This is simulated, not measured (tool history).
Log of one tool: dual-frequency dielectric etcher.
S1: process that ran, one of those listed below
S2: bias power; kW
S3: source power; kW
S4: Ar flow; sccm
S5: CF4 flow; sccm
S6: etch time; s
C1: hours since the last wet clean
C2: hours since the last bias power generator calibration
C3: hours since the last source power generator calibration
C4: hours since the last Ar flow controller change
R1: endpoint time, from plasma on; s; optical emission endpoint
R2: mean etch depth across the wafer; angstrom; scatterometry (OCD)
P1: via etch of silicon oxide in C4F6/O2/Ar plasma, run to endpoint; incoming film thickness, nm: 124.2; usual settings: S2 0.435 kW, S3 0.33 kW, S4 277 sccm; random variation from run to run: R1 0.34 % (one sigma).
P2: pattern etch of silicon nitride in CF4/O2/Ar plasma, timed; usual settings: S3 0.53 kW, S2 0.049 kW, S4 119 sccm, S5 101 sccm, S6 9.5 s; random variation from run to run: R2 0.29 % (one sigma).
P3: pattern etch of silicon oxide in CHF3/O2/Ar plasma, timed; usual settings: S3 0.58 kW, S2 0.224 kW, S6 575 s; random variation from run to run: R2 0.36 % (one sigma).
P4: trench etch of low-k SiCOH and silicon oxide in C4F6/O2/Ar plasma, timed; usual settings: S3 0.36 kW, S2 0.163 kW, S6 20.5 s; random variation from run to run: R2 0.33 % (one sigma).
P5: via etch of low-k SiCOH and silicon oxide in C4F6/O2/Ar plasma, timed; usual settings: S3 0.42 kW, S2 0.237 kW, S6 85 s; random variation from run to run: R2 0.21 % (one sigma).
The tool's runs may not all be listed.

run 1 hour=6.7 | S1=P1 S2=0.435 S3=0.33 S4=277 | C1=102.1 C2=2604.2 C3=1086.8 C4=3434.5 | R1=31.503
run 2 hour=11.4 | S1=P1 S2=0.435 S3=0.33 S4=368 | C1=106.8 C2=2608.9 C3=1091.5 C4=3439.2 | R1=32.509
run 3 hour=20.2 | S1=P1 S2=0.435 S3=0.43 S4=277 | C1=115.6 C2=2617.7 C3=1100.3 C4=3448 | R1=28.516
run 4 hour=25.6 | S1=P1 S2=0.319 S3=0.33 S4=324 | C1=121 C2=2623.1 C3=1105.7 C4=3453.4 | R1=36.018
run 5 hour=33.3 | S1=P2 S2=0.049 S3=0.53 S4=87 S5=101 S6=9.5 | C1=128.7 C2=2630.8 C3=1113.4 C4=3461.1 | R2=190.29
run 6 hour=42.3 | S1=P1 S2=0.31 S3=0.33 S4=277 | C1=137.7 C2=2639.8 C3=1122.4 C4=3470.1 | R1=35.573
run 7 hour=51.1 | S1=P1 S2=0.435 S3=0.33 S4=277 | C1=146.5 C2=2648.6 C3=1131.2 C4=3478.9 | R1=31.506
-- hour=53.5 source power generator calibrated
run 8 hour=56.3 | S1=P1 S2=0.435 S3=0.33 S4=180 | C1=151.7 C2=2653.8 C3=2.8 C4=3484.1 | R1=30.119
run 9 hour=64.1 | S1=P3 S2=0.144 S3=0.58 S6=575 | C1=159.5 C2=2661.6 C3=10.6 C4=3491.9 | R2=10192
run 10 hour=73.7 | S1=P1 S2=0.363 S3=0.33 S4=176 | C1=169.1 C2=2671.2 C3=20.2 C4=3501.5 | R1=32.002
run 11 hour=80.4 | S1=P1 S2=0.435 S3=0.33 S4=277 | C1=175.8 C2=2677.9 C3=26.9 C4=3508.2 | R1=31.485
run 12 hour=85.8 | S1=P4 S2=0.163 S3=0.28 S6=20.5 | C1=181.2 C2=2683.3 C3=32.3 C4=3513.6 | R2=520.3
-- hour=86.2 Ar flow controller replaced
run 13 hour=94.3 | S1=P5 S2=0.237 S3=0.42 S6=85 | C1=189.7 C2=2691.8 C3=40.8 C4=8.2 | R2=2673
run 14 hour=103.8 | S1=P3 S2=0.224 S3=0.45 S6=575 | C1=199.2 C2=2701.3 C3=50.3 C4=17.7 | R2=10757
run 15 hour=111.8 | S1=P5 S2=0.237 S3=0.42 S6=57.5 | C1=207.2 C2=2709.3 C3=58.3 C4=25.7 | R2=1810.9
-- hour=111.9 bias power generator calibrated
run 16 hour=118.9 | S1=P2 S2=0.049 S3=0.53 S4=119 S5=138 S6=9.5 | C1=214.3 C2=7.1 C3=65.4 C4=32.8 | R2=189.35
run 17 hour=123.5 | S1=P1 S2=0.435 S3=0.42 S4=215 | C1=218.9 C2=11.7 C3=70 C4=37.4 | R1=27.874
run 18 hour=133.4 | S1=P5 S2=0.237 S3=0.42 S6=85 | C1=228.8 C2=21.6 C3=79.9 C4=47.3 | R2=2664.5
run 19 hour=139.4 | S1=P1 S2=0.435 S3=0.33 S4=277 | C1=234.8 C2=27.6 C3=85.9 C4=53.3 | R1=31.431
run 20 hour=148.6 | S1=P1 S2=0.435 S3=0.33 S4=277 | C1=244 C2=36.8 C3=95.1 C4=62.5 | R1=31.392
run 21 hour=155.9 | S1=P2 S2=0.049 S3=0.31 S4=119 S5=101 S6=9.5 | C1=251.3 C2=44.1 C3=102.4 C4=69.8 | R2=114.67
run 22 hour=165.7 | S1=P3 S2=0.224 S3=0.58 S6=859 | C1=261.1 C2=53.9 C3=112.2 C4=79.6 | R2=17746
run 23 hour=172.6 | S1=P2 S2=0.049 S3=0.53 S4=119 S5=101 S6=9.5 | C1=268 C2=60.8 C3=119.1 C4=86.5 | R2=183.47
run 24 hour=177.7 | S1=P4 S2=0.109 S3=0.36 S6=20.5 | C1=273.1 C2=65.9 C3=124.2 C4=91.6 | R2=506.44
run 25 hour=183.9 | S1=P2 S2=0.049 S3=0.53 S4=119 S5=101 S6=5 | C1=279.3 C2=72.1 C3=130.4 C4=97.8 | R2=96.374
run 26 hour=189.4 | S1=P5 S2=0.161 S3=0.42 S6=85 | C1=284.8 C2=77.6 C3=135.9 C4=103.3 | R2=2352.8
run 27 hour=194.5 | S1=P5 S2=0.237 S3=0.56 S6=85 | C1=289.9 C2=82.7 C3=141 C4=108.4 | R2=2983.8
run 28 hour=203.1 | S1=P1 S2=0.615 S3=0.33 S4=277 | C1=298.5 C2=91.3 C3=149.6 C4=117 | R1=27.639
run 29 hour=207.7 | S1=P1 S2=0.435 S3=0.33 S4=277 | C1=303.1 C2=95.9 C3=154.2 C4=121.6 | R1=31.496
run 30 hour=212.2 | S1=P4 S2=0.163 S3=0.36 S6=20.5 | C1=307.6 C2=100.4 C3=158.7 C4=126.1 | R2=569.41
run 31 hour=220.5 | S1=P3 S2=0.224 S3=0.58 S6=575 | C1=315.9 C2=108.7 C3=167 C4=134.4 | R2=11894
run 32 hour=227.5 | S1=P1 S2=0.435 S3=0.24 S4=277 | C1=322.9 C2=115.7 C3=174 C4=141.4 | R1=35.499
run 33 hour=234.6 | S1=P2 S2=0.038 S3=0.53 S4=119 S5=101 S6=9.5 | C1=330 C2=122.8 C3=181.1 C4=148.5 | R2=167.34
run 34 hour=240.8 | S1=P4 S2=0.163 S3=0.36 S6=30 | C1=336.2 C2=129 C3=187.3 C4=154.7 | R2=835.99
run 35 hour=247.7 | S1=P3 S2=0.224 S3=0.58 S6=575 | C1=343.1 C2=135.9 C3=194.2 C4=161.6 | R2=11808

The next listed run, before its measurement:
run 36 hour=255.3 | S1=P1 S2=0.435 S3=0.33 S4=277 | C1=350.7 C2=143.5 C3=201.8 C4=169.2 | R1=?

R1: 31.532 s

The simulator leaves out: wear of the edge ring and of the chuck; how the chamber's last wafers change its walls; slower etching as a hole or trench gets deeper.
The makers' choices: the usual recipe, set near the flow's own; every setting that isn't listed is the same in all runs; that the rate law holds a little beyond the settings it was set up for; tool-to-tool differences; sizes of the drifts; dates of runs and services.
